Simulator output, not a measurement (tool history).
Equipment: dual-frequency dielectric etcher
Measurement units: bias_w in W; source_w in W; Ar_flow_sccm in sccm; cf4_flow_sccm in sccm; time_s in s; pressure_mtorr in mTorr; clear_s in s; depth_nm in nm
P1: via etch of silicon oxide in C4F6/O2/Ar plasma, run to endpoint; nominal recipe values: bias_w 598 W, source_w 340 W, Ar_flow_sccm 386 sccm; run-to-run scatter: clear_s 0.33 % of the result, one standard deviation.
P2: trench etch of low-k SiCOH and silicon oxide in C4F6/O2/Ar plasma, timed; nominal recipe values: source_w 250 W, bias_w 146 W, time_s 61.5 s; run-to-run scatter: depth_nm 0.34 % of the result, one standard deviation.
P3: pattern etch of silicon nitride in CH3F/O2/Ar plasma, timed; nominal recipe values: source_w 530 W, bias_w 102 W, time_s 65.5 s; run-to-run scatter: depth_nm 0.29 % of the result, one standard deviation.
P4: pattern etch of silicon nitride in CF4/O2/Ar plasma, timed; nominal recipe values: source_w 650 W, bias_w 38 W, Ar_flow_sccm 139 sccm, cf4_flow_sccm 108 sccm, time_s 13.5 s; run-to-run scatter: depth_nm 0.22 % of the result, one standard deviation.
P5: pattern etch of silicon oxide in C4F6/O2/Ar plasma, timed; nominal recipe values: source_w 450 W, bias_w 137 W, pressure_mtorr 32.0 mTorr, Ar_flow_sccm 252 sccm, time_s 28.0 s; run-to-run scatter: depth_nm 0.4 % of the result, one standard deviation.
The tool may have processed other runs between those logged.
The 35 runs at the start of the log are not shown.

| run | hour | process | bias_w | source_w | Ar_flow_sccm | cf4_flow_sccm | time_s | pressure_mtorr | hours since the last wet clean | hours since the last bias power generator calibration | hours since the last source power generator calibration | hours since the last Ar flow controller change | clear_s | depth_nm |
|---|---|---|---|---|---|---|---|---|---|---|---|---|---|---|
| 36 | 489.4 | P1 | 598 | 340 | 386 |  |  |  | 923.8 | 1122.7 | 1138.1 | 840.0 | 26.494 |  |
| 37 | 497.9 | P1 | 598 | 340 | 386 |  |  |  | 932.3 | 1131.2 | 1146.6 | 848.5 | 26.291 |  |
| 38 | 515.3 | P1 | 598 | 340 | 386 |  |  |  | 949.7 | 1148.6 | 1164.0 | 865.9 | 26.428 |  |
| 39 | 533.3 | P1 | 598 | 340 | 386 |  |  |  | 967.7 | 1166.6 | 1182.0 | 883.9 | 26.199 |  |
| 40 | 552.4 | P1 | 598 | 340 | 386 |  |  |  | 986.8 | 1185.7 | 1201.1 | 903.0 | 26.194 |  |
| 41 | 563.3 | P1 | 598 | 340 | 386 |  |  |  | 997.7 | 1196.6 | 1212.0 | 913.9 | 26.136 |  |
|  | 573.4 | Ar flow controller replaced |
| 42 | 582.6 | P1 | 598 | 340 | 386 |  |  |  | 1017.0 | 1215.9 | 1231.3 | 9.2 | 26.169 |  |
|  | 591.1 | wet clean of the chamber |
| 43 | 600.6 | P1 | 598 | 340 | 386 |  |  |  | 9.5 | 1233.9 | 1249.3 | 27.2 | 26.090 |  |

Forecast run 44:
| 44 | 618.4 | P1 | 598 | 340 | 386 |  |  |  | 27.3 | 1251.7 | 1267.1 | 45.0 | ? |  |

Run 44 yielded clear_s 25.979 s.
